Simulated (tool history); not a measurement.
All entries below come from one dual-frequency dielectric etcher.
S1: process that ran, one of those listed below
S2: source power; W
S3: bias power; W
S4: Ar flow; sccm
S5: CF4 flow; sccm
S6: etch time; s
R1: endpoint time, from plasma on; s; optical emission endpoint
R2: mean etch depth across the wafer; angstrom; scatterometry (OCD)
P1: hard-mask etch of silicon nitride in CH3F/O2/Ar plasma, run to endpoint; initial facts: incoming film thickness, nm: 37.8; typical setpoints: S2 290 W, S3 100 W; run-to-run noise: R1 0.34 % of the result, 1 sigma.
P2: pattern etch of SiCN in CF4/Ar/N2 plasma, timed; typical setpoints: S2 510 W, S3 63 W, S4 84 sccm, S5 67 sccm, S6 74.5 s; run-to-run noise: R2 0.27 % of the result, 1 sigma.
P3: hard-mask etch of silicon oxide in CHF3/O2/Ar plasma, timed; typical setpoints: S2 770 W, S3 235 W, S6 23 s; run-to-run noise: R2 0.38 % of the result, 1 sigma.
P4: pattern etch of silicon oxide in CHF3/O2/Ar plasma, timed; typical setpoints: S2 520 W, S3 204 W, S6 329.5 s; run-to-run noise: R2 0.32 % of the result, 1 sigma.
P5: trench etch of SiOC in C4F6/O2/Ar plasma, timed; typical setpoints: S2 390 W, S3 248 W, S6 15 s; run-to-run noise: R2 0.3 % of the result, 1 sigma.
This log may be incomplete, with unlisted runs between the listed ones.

Run 1, hour 13.1: S1 P1, S2 290 W, S3 100 W. Result: R1 54.662 s.
Run 2, hour 19.7: S1 P1, S2 290 W, S3 119 W. Result: R1 51.016 s.
Run 3, hour 27.4: S1 P2, S2 670 W, S3 63 W, S4 84 sccm, S5 67 sccm, S6 74.5 s. Result: R2 877.05 angstrom.
Run 4, hour 40.7: S1 P4, S2 520 W, S3 204 W, S6 329.5 s. Result: R2 6348.2 angstrom.
Run 5, hour 50.1: S1 P5, S2 390 W, S3 248 W, S6 22 s. Result: R2 507.92 angstrom.
Run 6, hour 63.4: S1 P3, S2 770 W, S3 299 W, S6 23 s. Result: R2 586.11 angstrom.
Run 7, hour 72.4: S1 P1, S2 290 W, S3 100 W. Result: R1 54.58 s.
Run 8, hour 79.5: S1 P5, S2 390 W, S3 248 W, S6 15 s. Result: R2 346.55 angstrom.
Run 9, hour 88.9: S1 P3, S2 770 W, S3 235 W, S6 23 s. Result: R2 538.35 angstrom.
Run 10, hour 96.9: S1 P2, S2 510 W, S3 39 W, S4 84 sccm, S5 67 sccm, S6 74.5 s. Result: R2 593.93 angstrom.
Run 11, hour 111.3: S1 P2, S2 510 W, S3 63 W, S4 63 sccm, S5 67 sccm, S6 74.5 s. Result: R2 718.72 angstrom.
Run 12, hour 121: S1 P4, S2 520 W, S3 204 W, S6 217.5 s. Result: R2 4175.9 angstrom.
Run 13, hour 128.4: S1 P1, S2 290 W, S3 100 W. Result: R1 54.373 s.
Run 14, hour 142.1: S1 P1, S2 290 W, S3 100 W. Result: R1 54.429 s.
Run 15, hour 148.5: S1 P1, S2 340 W, S3 100 W. Result: R1 51.51 s.
Run 16, hour 158: S1 P3, S2 1040 W, S3 235 W, S6 23 s. Result: R2 602.3 angstrom.
Run 17, hour 166.5: S1 P3, S2 770 W, S3 235 W, S6 16.5 s. Result: R2 384.87 angstrom.
Run 18, hour 174.6: S1 P1, S2 290 W, S3 100 W. Result: R1 54.11 s.
Run 19, hour 181.7: S1 P1, S2 190 W, S3 100 W. Result: R1 63.74 s.
Run 20, hour 195.1: S1 P1, S2 290 W, S3 70 W. Result: R1 62.186 s.
At hour 202.7: wet clean of the chamber.
Run 21, hour 204.6: S1 P1, S2 290 W, S3 100 W. Result: R1 54.341 s.
Run 22, hour 218.3: S1 P3, S2 770 W, S3 235 W, S6 23 s. Result: R2 539.46 angstrom.
Run 23, hour 228: S1 P5, S2 290 W, S3 248 W, S6 15 s. Result: R2 308.81 angstrom.
Run 24, hour 236.2: S1 P2, S2 510 W, S3 63 W, S4 84 sccm, S5 67 sccm, S6 74.5 s. Result: R2 687.47 angstrom.
Run 25, hour 244.1: S1 P4, S2 710 W, S3 204 W, S6 329.5 s. Result: R2 7128.6 angstrom.
Run 26, hour 252.9: S1 P1, S2 360 W, S3 80 W. Result: R1 54.573 s.
Run 27, hour 259.9: S1 P4, S2 520 W, S3 127 W, S6 329.5 s. Result: R2 5425.8 angstrom.
Run 28, hour 267.5: S1 P2, S2 510 W, S3 63 W, S4 84 sccm, S5 45 sccm, S6 74.5 s. Result: R2 648.57 angstrom.

Run 29, settings as shown, results not yet in. Your forecast:
Run 29, hour 277: S1 P5, S2 390 W, S3 146 W, S6 15 s. Result: R2 ?.

R2: 292.31 angstrom
